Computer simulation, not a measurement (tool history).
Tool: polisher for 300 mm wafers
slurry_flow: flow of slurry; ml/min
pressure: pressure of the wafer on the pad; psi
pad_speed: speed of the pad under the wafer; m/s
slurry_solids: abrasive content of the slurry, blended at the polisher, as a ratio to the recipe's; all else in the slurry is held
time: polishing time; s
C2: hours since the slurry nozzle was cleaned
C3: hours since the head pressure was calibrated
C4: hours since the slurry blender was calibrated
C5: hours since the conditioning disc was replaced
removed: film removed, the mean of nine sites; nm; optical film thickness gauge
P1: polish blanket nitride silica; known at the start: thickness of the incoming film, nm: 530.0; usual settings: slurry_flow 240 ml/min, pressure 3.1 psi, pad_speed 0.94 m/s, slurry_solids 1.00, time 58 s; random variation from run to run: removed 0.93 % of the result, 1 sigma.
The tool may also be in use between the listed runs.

run 1 hour=4.5 | slurry_flow=240 pressure=3.1 pad_speed=0.94 slurry_solids=1.00 time=58 | wafers_polished_on_this_pad=267 C2=215.2 C3=436.2 C4=170.1 C5=109.5 | removed=34.816
run 2 hour=12.3 | slurry_flow=240 pressure=3.1 pad_speed=0.94 slurry_solids=1.00 time=58 | wafers_polished_on_this_pad=350 C2=223.0 C3=444.0 C4=177.9 C5=117.3 | removed=35.206
run 3 hour=18.3 | slurry_flow=240 pressure=3.1 pad_speed=0.94 slurry_solids=1.00 time=58 | wafers_polished_on_this_pad=414 C2=229.0 C3=450.0 C4=183.9 C5=123.3 | removed=35.462
run 4 hour=24.8 | slurry_flow=240 pressure=3.1 pad_speed=0.94 slurry_solids=1.00 time=87 | wafers_polished_on_this_pad=483 C2=235.5 C3=456.5 C4=190.4 C5=129.8 | removed=52.886
run 5 hour=30.0 | slurry_flow=240 pressure=3.1 pad_speed=0.94 slurry_solids=1.25 time=58 | wafers_polished_on_this_pad=539 C2=240.7 C3=461.7 C4=195.6 C5=135.0 | removed=39.090
run 6 hour=36.7 | slurry_flow=145 pressure=3.1 pad_speed=0.94 slurry_solids=1.00 time=58 | wafers_polished_on_this_pad=610 C2=247.4 C3=468.4 C4=202.3 C5=141.7 | removed=32.431
run 7 hour=43.2 | slurry_flow=240 pressure=3.1 pad_speed=0.46 slurry_solids=1.00 time=58 | wafers_polished_on_this_pad=680 C2=253.9 C3=474.9 C4=208.8 C5=148.2 | removed=19.686
run 8 hour=46.7 | slurry_flow=240 pressure=4.5 pad_speed=0.94 slurry_solids=1.00 time=58 | wafers_polished_on_this_pad=717 C2=257.4 C3=478.4 C4=212.3 C5=151.7 | removed=50.651
run 9 hour=50.1 | slurry_flow=240 pressure=3.1 pad_speed=0.94 slurry_solids=1.00 time=58 | wafers_polished_on_this_pad=753 C2=260.8 C3=481.8 C4=215.7 C5=155.1 | removed=35.706
-- hour=52.3 conditioning disc replaced and pad reconditioned
run 10 hour=55.1 | slurry_flow=240 pressure=3.1 pad_speed=0.94 slurry_solids=1.00 time=58 | wafers_polished_on_this_pad=807 C2=265.8 C3=486.8 C4=220.7 C5=2.9 | removed=35.146
run 11 hour=59.4 | slurry_flow=240 pressure=3.1 pad_speed=1.46 slurry_solids=1.00 time=58 | wafers_polished_on_this_pad=853 C2=270.1 C3=491.1 C4=225.0 C5=7.2 | removed=50.416
run 12 hour=62.8 | slurry_flow=145 pressure=3.1 pad_speed=1.30 slurry_solids=1.00 time=58 | wafers_polished_on_this_pad=889 C2=273.5 C3=494.5 C4=228.4 C5=10.6 | removed=42.454
run 13 hour=70.4 | slurry_flow=335 pressure=3.1 pad_speed=0.94 slurry_solids=1.00 time=58 | wafers_polished_on_this_pad=970 C2=281.1 C3=502.1 C4=236.0 C5=18.2 | removed=36.841
run 14 hour=77.4 | slurry_flow=240 pressure=3.1 pad_speed=0.94 slurry_solids=1.00 time=30 | wafers_polished_on_this_pad=1045 C2=288.1 C3=509.1 C4=243.0 C5=25.2 | removed=18.091
run 15 hour=81.1 | slurry_flow=240 pressure=2.1 pad_speed=0.94 slurry_solids=1.00 time=58 | wafers_polished_on_this_pad=1084 C2=291.8 C3=512.8 C4=246.7 C5=28.9 | removed=24.180
run 16 hour=88.1 | slurry_flow=240 pressure=3.1 pad_speed=0.94 slurry_solids=0.60 time=58 | wafers_polished_on_this_pad=1159 C2=298.8 C3=519.8 C4=253.7 C5=35.9 | removed=26.785

The next listed run, before its measurement:
run 17 hour=92.3 | slurry_flow=240 pressure=3.1 pad_speed=0.94 slurry_solids=1.00 time=58 | wafers_polished_on_this_pad=1204 C2=303.0 C3=524.0 C4=257.9 C5=40.1 | removed=?

{"run 17": {"removed": 35.243}}

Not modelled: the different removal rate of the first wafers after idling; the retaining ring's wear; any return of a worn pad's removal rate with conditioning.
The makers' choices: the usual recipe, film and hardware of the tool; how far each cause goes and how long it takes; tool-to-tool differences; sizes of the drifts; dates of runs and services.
